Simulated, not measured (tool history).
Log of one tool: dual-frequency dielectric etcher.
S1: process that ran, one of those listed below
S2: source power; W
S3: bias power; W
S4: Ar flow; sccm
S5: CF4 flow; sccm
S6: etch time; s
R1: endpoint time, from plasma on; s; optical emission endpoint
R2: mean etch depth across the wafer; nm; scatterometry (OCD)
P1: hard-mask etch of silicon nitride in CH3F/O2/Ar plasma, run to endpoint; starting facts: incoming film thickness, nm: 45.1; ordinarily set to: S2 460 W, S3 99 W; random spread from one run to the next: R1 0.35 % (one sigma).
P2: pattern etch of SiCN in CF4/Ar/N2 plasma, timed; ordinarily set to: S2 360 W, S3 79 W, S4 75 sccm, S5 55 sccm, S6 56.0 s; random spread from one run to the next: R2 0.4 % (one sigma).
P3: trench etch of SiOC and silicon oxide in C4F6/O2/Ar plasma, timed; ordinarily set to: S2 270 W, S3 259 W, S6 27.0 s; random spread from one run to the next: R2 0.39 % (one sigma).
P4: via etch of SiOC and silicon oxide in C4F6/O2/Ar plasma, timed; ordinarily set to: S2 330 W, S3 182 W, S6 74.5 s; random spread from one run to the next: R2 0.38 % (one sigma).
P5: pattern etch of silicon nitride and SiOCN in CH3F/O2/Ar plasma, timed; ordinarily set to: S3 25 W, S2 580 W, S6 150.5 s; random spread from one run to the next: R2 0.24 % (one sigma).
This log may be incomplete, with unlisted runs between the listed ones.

run 1 day=0.254 | S1=P1 S2=460 S3=99 | R1=56.587
run 2 day=0.546 | S1=P2 S2=360 S3=79 S4=92 S5=55 S6=56.0 | R2=40.093
run 3 day=0.912 | S1=P5 S2=580 S3=25 S6=91.0 | R2=14.407
run 4 day=1.200 | S1=P4 S2=330 S3=228 S6=74.5 | R2=83.071
run 5 day=1.454 | S1=P2 S2=360 S3=64 S4=75 S5=55 S6=56.0 | R2=38.196
run 6 day=1.954 | S1=P1 S2=340 S3=99 | R1=63.161
run 7 day=2.183 | S1=P2 S2=360 S3=79 S4=75 S5=70 S6=56.0 | R2=42.626
run 8 day=2.588 | S1=P1 S2=460 S3=99 | R1=56.600
run 9 day=3.012 | S1=P5 S2=420 S3=25 S6=150.5 | R2=21.232
-- day=3.288 wet clean of the chamber
run 10 day=3.504 | S1=P4 S2=330 S3=182 S6=55.5 | R2=56.956
run 11 day=3.808 | S1=P3 S2=270 S3=259 S6=35.5 | R2=69.885
run 12 day=4.083 | S1=P1 S2=460 S3=72 | R1=62.789
run 13 day=4.312 | S1=P4 S2=330 S3=182 S6=74.5 | R2=77.083
run 14 day=4.721 | S1=P2 S2=360 S3=79 S4=75 S5=55 S6=56.0 | R2=40.930
run 15 day=4.954 | S1=P1 S2=460 S3=99 | R1=56.375
run 16 day=5.208 | S1=P4 S2=420 S3=182 S6=74.5 | R2=84.997
run 17 day=5.629 | S1=P3 S2=270 S3=178 S6=27.0 | R2=46.924
-- day=5.729 bias power generator calibrated
-- day=5.762 source power generator calibrated
run 18 day=5.979 | S1=P3 S2=270 S3=259 S6=27.0 | R2=53.259
run 19 day=6.254 | S1=P5 S2=580 S3=25 S6=150.5 | R2=23.787
run 20 day=6.504 | S1=P5 S2=580 S3=16 S6=150.5 | R2=19.766
run 21 day=6.983 | S1=P2 S2=360 S3=79 S4=75 S5=55 S6=56.0 | R2=41.182
run 22 day=7.446 | S1=P2 S2=360 S3=79 S4=75 S5=55 S6=33.5 | R2=24.573
run 23 day=7.888 | S1=P3 S2=160 S3=259 S6=27.0 | R2=44.006
run 24 day=8.175 | S1=P1 S2=460 S3=99 | R1=56.085
run 25 day=8.575 | S1=P1 S2=370 S3=135 | R1=54.325
run 26 day=9.012 | S1=P1 S2=610 S3=99 | R1=50.535
run 27 day=9.358 | S1=P2 S2=480 S3=79 S4=75 S5=55 S6=56.0 | R2=52.736
run 28 day=9.596 | S1=P1 S2=460 S3=133 | R1=50.780
run 29 day=9.862 | S1=P5 S2=580 S3=25 S6=150.5 | R2=23.789
run 30 day=10.121 | S1=P1 S2=460 S3=99 | R1=56.775
run 31 day=10.496 | S1=P1 S2=460 S3=99 | R1=56.445
run 32 day=10.733 | S1=P1 S2=460 S3=99 | R1=56.497
run 33 day=10.975 | S1=P1 S2=460 S3=99 | R1=56.807

Estimate the outcome of run 34 from the log above:
run 34 day=11.317 | S1=P1 S2=460 S3=99 | R1=?

{"run 34": {"R1": 56.829}}

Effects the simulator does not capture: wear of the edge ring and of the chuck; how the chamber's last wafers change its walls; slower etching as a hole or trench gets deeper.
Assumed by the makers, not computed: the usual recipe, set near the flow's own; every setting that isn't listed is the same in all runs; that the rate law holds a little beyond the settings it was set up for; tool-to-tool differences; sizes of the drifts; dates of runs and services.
